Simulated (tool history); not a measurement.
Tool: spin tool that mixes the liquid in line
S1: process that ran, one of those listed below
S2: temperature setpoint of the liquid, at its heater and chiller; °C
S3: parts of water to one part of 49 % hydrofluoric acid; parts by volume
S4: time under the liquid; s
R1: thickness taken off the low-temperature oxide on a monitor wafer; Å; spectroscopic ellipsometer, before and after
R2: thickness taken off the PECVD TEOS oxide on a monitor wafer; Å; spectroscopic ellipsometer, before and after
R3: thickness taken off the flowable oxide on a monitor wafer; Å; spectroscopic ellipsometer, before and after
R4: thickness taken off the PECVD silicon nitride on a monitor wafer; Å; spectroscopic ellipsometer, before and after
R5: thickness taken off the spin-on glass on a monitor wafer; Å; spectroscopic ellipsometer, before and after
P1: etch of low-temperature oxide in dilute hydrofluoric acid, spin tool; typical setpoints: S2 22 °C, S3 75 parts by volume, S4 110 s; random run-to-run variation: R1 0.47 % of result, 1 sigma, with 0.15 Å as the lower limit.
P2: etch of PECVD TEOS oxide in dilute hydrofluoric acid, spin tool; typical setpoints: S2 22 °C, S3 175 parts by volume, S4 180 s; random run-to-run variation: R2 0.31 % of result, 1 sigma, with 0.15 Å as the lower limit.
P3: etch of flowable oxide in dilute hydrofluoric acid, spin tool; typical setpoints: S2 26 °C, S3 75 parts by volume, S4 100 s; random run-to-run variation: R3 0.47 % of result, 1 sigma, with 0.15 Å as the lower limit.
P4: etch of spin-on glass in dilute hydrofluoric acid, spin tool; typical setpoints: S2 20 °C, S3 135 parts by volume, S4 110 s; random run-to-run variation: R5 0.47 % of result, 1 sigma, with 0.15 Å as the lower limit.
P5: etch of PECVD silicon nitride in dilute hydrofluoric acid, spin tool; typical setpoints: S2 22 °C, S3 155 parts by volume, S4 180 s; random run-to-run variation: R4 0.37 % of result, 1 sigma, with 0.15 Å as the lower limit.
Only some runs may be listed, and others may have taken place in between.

Run 1, hour 3: S1 P1, S2 22 °C, S3 75 parts by volume, S4 110 s. Result: R1 148.03 Å.
Run 2, hour 6.3: S1 P2, S2 29.5 °C, S3 175 parts by volume, S4 180 s. Result: R2 228.76 Å.
Run 3, hour 9.3: S1 P1, S2 22 °C, S3 25 parts by volume, S4 110 s. Result: R1 472.48 Å.
Run 4, hour 12.5: S1 P1, S2 22 °C, S3 105 parts by volume, S4 110 s. Result: R1 101.93 Å.
Run 5, hour 15.9: S1 P3, S2 26 °C, S3 35 parts by volume, S4 100 s. Result: R3 973.24 Å.
Run 6, hour 19.7: S1 P3, S2 26 °C, S3 75 parts by volume, S4 100 s. Result: R3 429.06 Å.
Run 7, hour 22.3: S1 P1, S2 22 °C, S3 75 parts by volume, S4 110 s. Result: R1 148.41 Å.
Run 8, hour 26.9: S1 P1, S2 17 °C, S3 75 parts by volume, S4 110 s. Result: R1 119.76 Å.
Run 9, hour 30.7: S1 P5, S2 22 °C, S3 285 parts by volume, S4 180 s. Result: R4 30.423 Å.
Run 10, hour 33.4: S1 P3, S2 34 °C, S3 75 parts by volume, S4 100 s. Result: R3 577.18 Å.
Run 11, hour 37.7: S1 P1, S2 27 °C, S3 75 parts by volume, S4 110 s. Result: R1 179.72 Å.
Run 12, hour 39.9: S1 P5, S2 22 °C, S3 155 parts by volume, S4 295 s. Result: R4 90.913 Å.
Run 13, hour 44.2: S1 P1, S2 22 °C, S3 75 parts by volume, S4 110 s. Result: R1 147.67 Å.
Run 14, hour 46.6: S1 P3, S2 26 °C, S3 75 parts by volume, S4 200 s. Result: R3 858.08 Å.
Run 15, hour 51: S1 P1, S2 22 °C, S3 75 parts by volume, S4 190 s. Result: R1 256.41 Å.
Run 16, hour 54.4: S1 P2, S2 22 °C, S3 175 parts by volume, S4 300 s. Result: R2 290.84 Å.
Run 17, hour 59: S1 P1, S2 22 °C, S3 135 parts by volume, S4 195 s. Result: R1 136.17 Å.
Run 18, hour 61.2: S1 P3, S2 26 °C, S3 75 parts by volume, S4 100 s. Result: R3 428.65 Å.
Run 19, hour 65.3: S1 P4, S2 20 °C, S3 135 parts by volume, S4 45 s. Result: R5 89.985 Å.
Run 20, hour 68.5: S1 P5, S2 22 °C, S3 155 parts by volume, S4 180 s. Result: R4 55.121 Å.
Run 21, hour 70.5: S1 P2, S2 22 °C, S3 25 parts by volume, S4 180 s. Result: R2 1453.7 Å.
Run 22, hour 75.1: S1 P1, S2 22 °C, S3 75 parts by volume, S4 110 s. Result: R1 148.18 Å.
Run 23, hour 78.5: S1 P2, S2 22 °C, S3 175 parts by volume, S4 180 s. Result: R2 173.83 Å.
Run 24, hour 80.6: S1 P4, S2 27.5 °C, S3 135 parts by volume, S4 110 s. Result: R5 292.67 Å.
Run 25, hour 83.6: S1 P1, S2 22 °C, S3 75 parts by volume, S4 20 s. Result: R1 27.151 Å.
Run 26, hour 87.5: S1 P4, S2 20 °C, S3 45 parts by volume, S4 110 s. Result: R5 724.06 Å.
Run 27, hour 91.2: S1 P4, S2 20 °C, S3 135 parts by volume, S4 110 s. Result: R5 217.1 Å.
Run 28, hour 95.7: S1 P5, S2 17 °C, S3 155 parts by volume, S4 180 s. Result: R4 39.878 Å.
Run 29, hour 98.9: S1 P1, S2 28 °C, S3 130 parts by volume, S4 110 s. Result: R1 100.75 Å.
Run 30, hour 103.2: S1 P1, S2 22 °C, S3 75 parts by volume, S4 110 s. Result: R1 148.02 Å.
Run 31, hour 106.2: S1 P1, S2 22 °C, S3 75 parts by volume, S4 110 s. Result: R1 150.47 Å.
Run 32, hour 110.4: S1 P1, S2 22 °C, S3 75 parts by volume, S4 110 s. Result: R1 153.81 Å.
Run 33, hour 113: S1 P1, S2 22 °C, S3 75 parts by volume, S4 110 s. Result: R1 156.26 Å.
Run 34, hour 117.6: S1 P1, S2 22 °C, S3 75 parts by volume, S4 110 s. Result: R1 157.56 Å.
Run 35, hour 121.7: S1 P1, S2 22 °C, S3 75 parts by volume, S4 110 s. Result: R1 158.04 Å.
Run 36, hour 124: S1 P1, S2 22 °C, S3 75 parts by volume, S4 110 s. Result: R1 159.38 Å.
Run 37, hour 128.5: S1 P1, S2 22 °C, S3 75 parts by volume, S4 110 s. Result: R1 160.36 Å.
Run 38, hour 132.9: S1 P1, S2 22 °C, S3 75 parts by volume, S4 110 s. Result: R1 159.34 Å.
Run 39, hour 136.2: S1 P1, S2 22 °C, S3 75 parts by volume, S4 110 s. Result: R1 160.39 Å.

What P1 gives has crept off from where it sat before. The 2 causes that follow fit the log equally well, each at the size noted:
A: liquid hotter than its thermometer reads (K) = 1.91
B: hydrofluoric acid flow above the setpoint (%) = 7.38
Onset of the creep was near hour 103.2.

Of the 4 check runs listed below, each run on one wafer and each result written as a question mark, which would let you distinguish the listed causes because they would give clearly different results?
Run check 1, hour 139.5: S1 P4, S2 27 °C, S3 135 parts by volume, S4 70 s. Result: R5 ?.
Run check 2, hour 139.5: S1 P3, S2 33 °C, S3 75 parts by volume, S4 195 s. Result: R3 ?.
Run check 3, hour 139.5: S1 P2, S2 29 °C, S3 45 parts by volume, S4 180 s. Result: R2 ?.
Run check 4, hour 139.5: S1 P5, S2 18.5 °C, S3 155 parts by volume, S4 180 s. Result: R4 ?.

What every check run would give for each of its results, assuming each possible cause in turn:
  check  result    if A    if B
check 1      R5  196.01  198.36
check 2      R3  1168.8  1178.9
check 3      R2  1127.3  1127.8
check 4      R4  49.769  46.917
Smallest distance between any two causes, each pair judged by its most separating result, in per cent: check 1 1.19 %; check 2 0.86 %; check 3 0.05 %; check 4 5.9 %
Check 4 tells the causes apart: in the others they would give nearly the same result.

With check 4 done, the readings were: R4 46.867 Å. Identify which of the listed causes applies.

Of the candidate causes, it is B: hydrofluoric acid flow above the setpoint (%).

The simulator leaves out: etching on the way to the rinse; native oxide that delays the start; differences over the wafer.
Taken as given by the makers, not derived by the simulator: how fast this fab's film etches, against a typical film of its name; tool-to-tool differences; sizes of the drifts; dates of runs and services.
